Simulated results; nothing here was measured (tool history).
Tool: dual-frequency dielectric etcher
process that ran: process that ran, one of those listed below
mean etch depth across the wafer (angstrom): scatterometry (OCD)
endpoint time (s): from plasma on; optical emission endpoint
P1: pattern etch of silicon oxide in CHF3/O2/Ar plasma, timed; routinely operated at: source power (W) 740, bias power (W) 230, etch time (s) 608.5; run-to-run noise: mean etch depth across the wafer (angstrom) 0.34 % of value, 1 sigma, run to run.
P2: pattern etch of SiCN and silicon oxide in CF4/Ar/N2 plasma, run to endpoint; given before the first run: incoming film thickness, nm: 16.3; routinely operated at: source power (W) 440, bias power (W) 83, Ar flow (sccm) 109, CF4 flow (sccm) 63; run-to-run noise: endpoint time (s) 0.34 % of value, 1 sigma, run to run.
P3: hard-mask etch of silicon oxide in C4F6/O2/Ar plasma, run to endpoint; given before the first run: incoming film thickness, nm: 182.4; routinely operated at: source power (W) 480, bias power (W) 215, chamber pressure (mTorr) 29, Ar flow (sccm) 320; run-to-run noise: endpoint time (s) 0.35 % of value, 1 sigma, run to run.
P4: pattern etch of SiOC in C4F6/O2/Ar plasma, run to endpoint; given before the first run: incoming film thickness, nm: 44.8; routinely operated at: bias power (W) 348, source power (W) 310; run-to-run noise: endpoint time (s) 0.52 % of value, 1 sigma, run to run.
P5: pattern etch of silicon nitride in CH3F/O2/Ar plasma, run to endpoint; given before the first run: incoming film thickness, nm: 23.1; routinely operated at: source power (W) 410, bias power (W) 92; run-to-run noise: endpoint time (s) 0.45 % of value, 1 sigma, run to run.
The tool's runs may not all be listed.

run     day  process that ran  source power (W)  bias power (W)  etch time (s)  chamber pressure (mTorr)  Ar flow (sccm)  CF4 flow (sccm)  mean etch depth across the wafer (angstrom)  endpoint time (s)
  1   0.375                P1               740             230          608.5                                                                                                   14381
  2   0.858                P4               430             348                                                                                                                                    17.591
  3     1.3                P1               470             230          608.5                                                                                                   12156
  4   1.658                P1               740             230          608.5                                                                                                   14336
  5   1.971                P1               740             230          608.5                                                                                                   14395
  6   2.408                P1               740             230          608.5                                                                                                   14338
  7   2.858                P1               740             230            429                                                                                                   10124
  8   3.112                P5               410              92                                                                                                                                    30.228
  9   3.529                P1               740             230          608.5                                                                                                   14337
 10   3.838                P1               950             230          608.5                                                                                                   15825
 11   4.267                P4               310             348                                                                                                                                    19.936
 12   4.725                P1               740             322          608.5                                                                                                   16191
 13   5.125                P3               370             215                                       29             320                                                                           55.647
 14    5.45                P3               480             215                                       29             402                                                                           51.246
 15   5.796                P2               440              83                                                      109               82                                                           18.25
 16   6.054                P5               520              92                                                                                                                                    27.639
 17   6.283                P1               930             230            449                                                                                                   11536
 18   6.754                P2               440             118                                                      109               63                                                           16.66
 19   7.171                P5               410             125                                                                                                                                    27.094
 20   7.646                P1               740             230          608.5                                                                                                   14377
 21   7.867                P2               360              83                                                      109               63                                                          22.609
 22   8.312                P2               440              83                                                      148               63                                                           19.82
 23   8.617                P1               740             163          608.5                                                                                                   12749
 24   9.067                P4               310             348                                                                                                                                    19.849
 25   9.304                P3               480             215                                       29             320                                                                           49.933
 26   9.567                P2               440              83                                                      109               63                                                          19.037
 27   9.992                P4               310             457                                                                                                                                    18.065
 28  10.454                P5               410              92                                                                                                                                    30.333
 29  10.692                P1               740             230          891.5                                                                                                   21159
 30  11.154                P3               480             215                                       37             320                                                                           51.658
 31  11.508                P3               480             285                                       29             320                                                                           45.707
 32  11.975                P1               740             230          608.5                                                                                                   14361
 33  12.338                P1               740             230          608.5                                                                                                   14464
 34  12.596                P1               740             230          608.5                                                                                                   14467
 35  12.896                P1               740             230          608.5                                                                                                   14555
 36  13.346                P1               740             230          608.5                                                                                                   14585
 37  13.692                P1               740             230          608.5                                                                                                   14575
 38  14.046                P1               740             230          608.5                                                                                                   14610
     14.258  -- wet clean of the chamber
 39  14.517                P1               740             230          608.5                                                                                                   14627
 40  14.908                P1               740             230          608.5                                                                                                   14620
 41  15.408                P1               740             230          608.5                                                                                                   14565
 42  15.854                P1               740             230          608.5                                                                                                   14666

P1 no longer gives what it gave before; its output has crept away from where it was. The following 2 causes, each at its listed size, fit the log equally well:
A: bias power that arrives over what is set, % = 4.97
B: source power that arrives over what is set, % = 4.57
The drift started at roughly day 11.975.
The rest of the possible causes, and what rules out each one:
chamber walls in a state that raises the etch rate, %: was serviced at day 14.258, once the creep was under way, yet the earlier output never came back

Of the 4 check runs below, each run on 2 wafers with the results averaged and each result still a question mark, which one would tell the listed causes apart?
check 1  16.3                P4               310             348                                                                                                                                         ?
check 2  16.3                P2               440              83                                                      109               63                                                               ?
check 3  16.3                P5               410              92                                                                                                                                         ?
check 4  16.3                P3               480             215                                       29             320                                                                                ?

How each check would come out, cause by cause:
  check             result    if A    if B
check 1  endpoint time (s)  19.559  19.573
check 2  endpoint time (s)  18.657  18.257
check 3  endpoint time (s)  29.718  29.743
check 4  endpoint time (s)  49.421  49.345
Per check, the gap between the least separated pair of causes, taken in the result that splits them most: check 1 0.07 %; check 2 2.17 %; check 3 0.08 %; check 4 0.15 %
Check 2 distinguishes between the causes, while the remaining checks would return nearly the same result for all of them.

Check 2 was carried out, with these results: endpoint time (s) 18.679. Which of the listed causes is responsible?

A is the cause: bias power that arrives over what is set, %.
